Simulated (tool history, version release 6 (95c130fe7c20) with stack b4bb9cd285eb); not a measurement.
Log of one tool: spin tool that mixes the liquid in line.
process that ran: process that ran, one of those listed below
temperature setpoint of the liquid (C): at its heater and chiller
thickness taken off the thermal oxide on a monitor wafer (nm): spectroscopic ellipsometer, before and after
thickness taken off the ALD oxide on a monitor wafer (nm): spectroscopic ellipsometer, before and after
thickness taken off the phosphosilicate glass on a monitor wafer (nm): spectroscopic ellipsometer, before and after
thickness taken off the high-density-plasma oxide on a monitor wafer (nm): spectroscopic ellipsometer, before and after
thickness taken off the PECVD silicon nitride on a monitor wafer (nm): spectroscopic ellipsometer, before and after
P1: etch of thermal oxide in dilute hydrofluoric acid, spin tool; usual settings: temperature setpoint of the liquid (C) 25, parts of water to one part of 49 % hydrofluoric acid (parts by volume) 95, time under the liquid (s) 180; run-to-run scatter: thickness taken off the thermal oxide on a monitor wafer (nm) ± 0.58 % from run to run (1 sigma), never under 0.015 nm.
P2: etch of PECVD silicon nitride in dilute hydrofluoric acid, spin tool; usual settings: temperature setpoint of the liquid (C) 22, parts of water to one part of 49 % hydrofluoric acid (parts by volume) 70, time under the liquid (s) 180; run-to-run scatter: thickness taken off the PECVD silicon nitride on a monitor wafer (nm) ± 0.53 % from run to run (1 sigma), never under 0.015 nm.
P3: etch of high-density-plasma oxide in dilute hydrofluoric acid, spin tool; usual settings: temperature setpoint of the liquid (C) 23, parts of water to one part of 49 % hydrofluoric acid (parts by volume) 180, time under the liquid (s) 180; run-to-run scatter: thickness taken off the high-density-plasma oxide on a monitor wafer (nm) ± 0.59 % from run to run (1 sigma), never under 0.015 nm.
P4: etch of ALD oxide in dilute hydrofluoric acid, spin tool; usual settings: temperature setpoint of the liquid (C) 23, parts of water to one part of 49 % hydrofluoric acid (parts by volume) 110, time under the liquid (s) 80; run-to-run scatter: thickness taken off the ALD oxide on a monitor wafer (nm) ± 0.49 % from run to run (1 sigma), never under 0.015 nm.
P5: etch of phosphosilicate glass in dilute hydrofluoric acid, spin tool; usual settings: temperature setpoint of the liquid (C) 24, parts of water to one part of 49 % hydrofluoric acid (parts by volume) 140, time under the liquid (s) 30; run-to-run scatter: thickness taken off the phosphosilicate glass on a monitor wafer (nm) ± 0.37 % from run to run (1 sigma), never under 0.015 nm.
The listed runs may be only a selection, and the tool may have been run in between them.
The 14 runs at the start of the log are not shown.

| run | hour | process that ran | temperature setpoint of the liquid (C) | parts of water to one part of 49 % hydrofluoric acid (parts by volume) | time under the liquid (s) | hours since the thermometer was replaced | hours since the hydrofluoric acid flow meter was replaced | thickness taken off the thermal oxide on a monitor wafer (nm) | thickness taken off the ALD oxide on a monitor wafer (nm) | thickness taken off the phosphosilicate glass on a monitor wafer (nm) | thickness taken off the high-density-plasma oxide on a monitor wafer (nm) | thickness taken off the PECVD silicon nitride on a monitor wafer (nm) |
|---|---|---|---|---|---|---|---|---|---|---|---|---|
| 15 | 200.3 | P1 | 25 | 20 | 180 | 494.5 | 1282.6 | 49.894 |  |  |  |  |
| 16 | 218.3 | P3 | 23 | 35 | 180 | 512.5 | 1300.6 |  |  |  | 34.959 |  |
| 17 | 234 | P2 | 22 | 70 | 60 | 528.2 | 1316.3 |  |  |  |  | 1.95 |
| 18 | 243.8 | P2 | 22 | 70 | 180 | 538 | 1326.1 |  |  |  |  | 5.782 |
| 19 | 259.2 | P1 | 32.5 | 95 | 180 | 553.4 | 1341.5 | 12.672 |  |  |  |  |
| 20 | 271.2 | P1 | 25 | 95 | 180 | 565.4 | 1353.5 | 9.4663 |  |  |  |  |
| 21 | 281.9 | P5 | 24 | 140 | 65 | 576.1 | 1364.2 |  |  | 78.743 |  |  |
| 22 | 300.4 | P2 | 22 | 125 | 180 | 594.6 | 1382.7 |  |  |  |  | 3.2678 |
| 23 | 309.8 | P4 | 23 | 110 | 80 | 604 | 1392.1 |  | 14.377 |  |  |  |
| 24 | 325.3 | P1 | 25 | 95 | 180 | 619.5 | 1407.6 | 9.5037 |  |  |  |  |
| 25 | 340.7 | P2 | 29.5 | 70 | 180 | 634.9 | 1423 |  |  |  |  | 9.4766 |
| 26 | 354.7 | P3 | 19.5 | 180 | 180 | 648.9 | 1437 |  |  |  | 5.0723 |  |
| 27 | 364.7 | P1 | 25 | 95 | 180 | 658.9 | 1447 | 9.5889 |  |  |  |  |
| 28 | 372.8 | P1 | 30 | 95 | 80 | 667 | 1455.1 | 5.1556 |  |  |  |  |

What does the tool deliver on the next run?
| 29 | 390.2 | P1 | 25 | 95 | 25 | 684.4 | 1472.5 | ? |  |  |  |  |

Run 29 measured thickness taken off the thermal oxide on a monitor wafer (nm) 1.3151.
